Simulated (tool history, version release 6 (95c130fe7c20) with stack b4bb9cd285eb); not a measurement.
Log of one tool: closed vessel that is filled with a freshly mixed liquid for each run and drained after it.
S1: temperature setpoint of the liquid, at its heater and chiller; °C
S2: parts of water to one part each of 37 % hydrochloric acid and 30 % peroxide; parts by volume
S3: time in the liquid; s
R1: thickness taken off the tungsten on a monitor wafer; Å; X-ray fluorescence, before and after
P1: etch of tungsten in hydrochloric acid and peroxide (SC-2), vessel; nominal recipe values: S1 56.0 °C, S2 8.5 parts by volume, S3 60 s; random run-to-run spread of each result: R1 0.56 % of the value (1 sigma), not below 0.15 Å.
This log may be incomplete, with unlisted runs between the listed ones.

Run 1, hour 6.2: S1 56.0 °C, S2 8.5 parts by volume, S3 60 s. Result: R1 123.510 Å.
At hour 9.0: chemicals flow meter replaced.
Run 2, hour 11.5: S1 64.5 °C, S2 8.5 parts by volume, S3 60 s. Result: R1 209.800 Å.
Run 3, hour 18.3: S1 43.0 °C, S2 8.5 parts by volume, S3 60 s. Result: R1 51.313 Å.
Run 4, hour 21.5: S1 56.0 °C, S2 8.5 parts by volume, S3 60 s. Result: R1 124.780 Å.
Run 5, hour 27.8: S1 56.0 °C, S2 8.5 parts by volume, S3 60 s. Result: R1 123.530 Å.
Run 6, hour 32.6: S1 56.0 °C, S2 8.5 parts by volume, S3 115 s. Result: R1 239.830 Å.
Run 7, hour 39.0: S1 56.0 °C, S2 8.5 parts by volume, S3 30 s. Result: R1 62.165 Å.
Run 8, hour 45.0: S1 56.0 °C, S2 14.5 parts by volume, S3 60 s. Result: R1 79.101 Å.
Run 9, hour 50.6: S1 56.0 °C, S2 8.5 parts by volume, S3 60 s. Result: R1 123.420 Å.
Run 10, hour 54.5: S1 56.0 °C, S2 8.5 parts by volume, S3 60 s. Result: R1 123.960 Å.
Run 11, hour 57.6: S1 56.0 °C, S2 8.5 parts by volume, S3 60 s. Result: R1 124.110 Å.
Run 12, hour 61.7: S1 56.0 °C, S2 8.5 parts by volume, S3 60 s. Result: R1 124.220 Å.
Run 13, hour 66.1: S1 56.0 °C, S2 4.0 parts by volume, S3 60 s. Result: R1 217.660 Å.
Run 14, hour 70.1: S1 48.0 °C, S2 8.5 parts by volume, S3 35 s. Result: R1 42.532 Å.
Run 15, hour 74.1: S1 56.0 °C, S2 8.5 parts by volume, S3 60 s. Result: R1 124.690 Å.
Run 16, hour 77.3: S1 56.0 °C, S2 8.5 parts by volume, S3 60 s. Result: R1 120.750 Å.
Run 17, hour 83.3: S1 56.0 °C, S2 8.5 parts by volume, S3 60 s. Result: R1 117.890 Å.
Run 18, hour 88.7: S1 56.0 °C, S2 8.5 parts by volume, S3 60 s. Result: R1 115.810 Å.
Run 19, hour 94.7: S1 56.0 °C, S2 8.5 parts by volume, S3 60 s. Result: R1 115.010 Å.
Run 20, hour 101.6: S1 56.0 °C, S2 8.5 parts by volume, S3 60 s. Result: R1 114.500 Å.
Run 21, hour 104.9: S1 56.0 °C, S2 8.5 parts by volume, S3 60 s. Result: R1 113.880 Å.
At hour 111.5: new drum of peroxide connected.
Run 22, hour 111.8: S1 56.0 °C, S2 8.5 parts by volume, S3 60 s. Result: R1 112.800 Å.
Run 23, hour 116.1: S1 56.0 °C, S2 8.5 parts by volume, S3 60 s. Result: R1 112.870 Å.
Run 24, hour 119.5: S1 56.0 °C, S2 8.5 parts by volume, S3 60 s. Result: R1 113.030 Å.
Run 25, hour 125.2: S1 56.0 °C, S2 8.5 parts by volume, S3 60 s. Result: R1 111.830 Å.

The output of P1 has drifted from where it used to be. Each of the 2 causes below, taken at the size shown beside it, accounts for the log equally well:
A: chemicals flow below the setpoint (%) = 10.8
B: liquid colder than its thermometer reads (K) = 1.46
The creep began at about hour 74.1.
Each remaining cause and why it is not a fit:
peroxide weaker than its label (%): maintenance at hour 111.5, after the shift began, did not return the process to its former output

4 check runs are offered, each on 5 wafers whose results are averaged, their results left as question marks. Which one tells the causes apart?
Run check 1, hour 130.9: S1 56.0 °C, S2 13.0 parts by volume, S3 115 s. Result: R1 ?.
Run check 2, hour 130.9: S1 46.0 °C, S2 4.0 parts by volume, S3 60 s. Result: R1 ?.
Run check 3, hour 130.9: S1 56.0 °C, S2 13.5 parts by volume, S3 30 s. Result: R1 ?.
Run check 4, hour 130.9: S1 47.5 °C, S2 8.5 parts by volume, S3 110 s. Result: R1 ?.

Expected result of each check under each candidate cause:
  check  result     if A     if B
check 1      R1  150.270  151.100
check 2      R1  103.290  100.970
check 3      R1   37.916   38.146
check 4      R1  117.940  117.250
Separation of the two closest causes in each check, using whichever result separates them best: check 1 0.55 %; check 2 2.27 %; check 3 0.6 %; check 4 0.58 %
Check 2 distinguishes between the causes, while the remaining checks would return nearly the same result for all of them.

Check 2 has now been run. It gave: R1 103.250 Å. Which of the candidate causes is it?

It is A: chemicals flow below the setpoint (%).
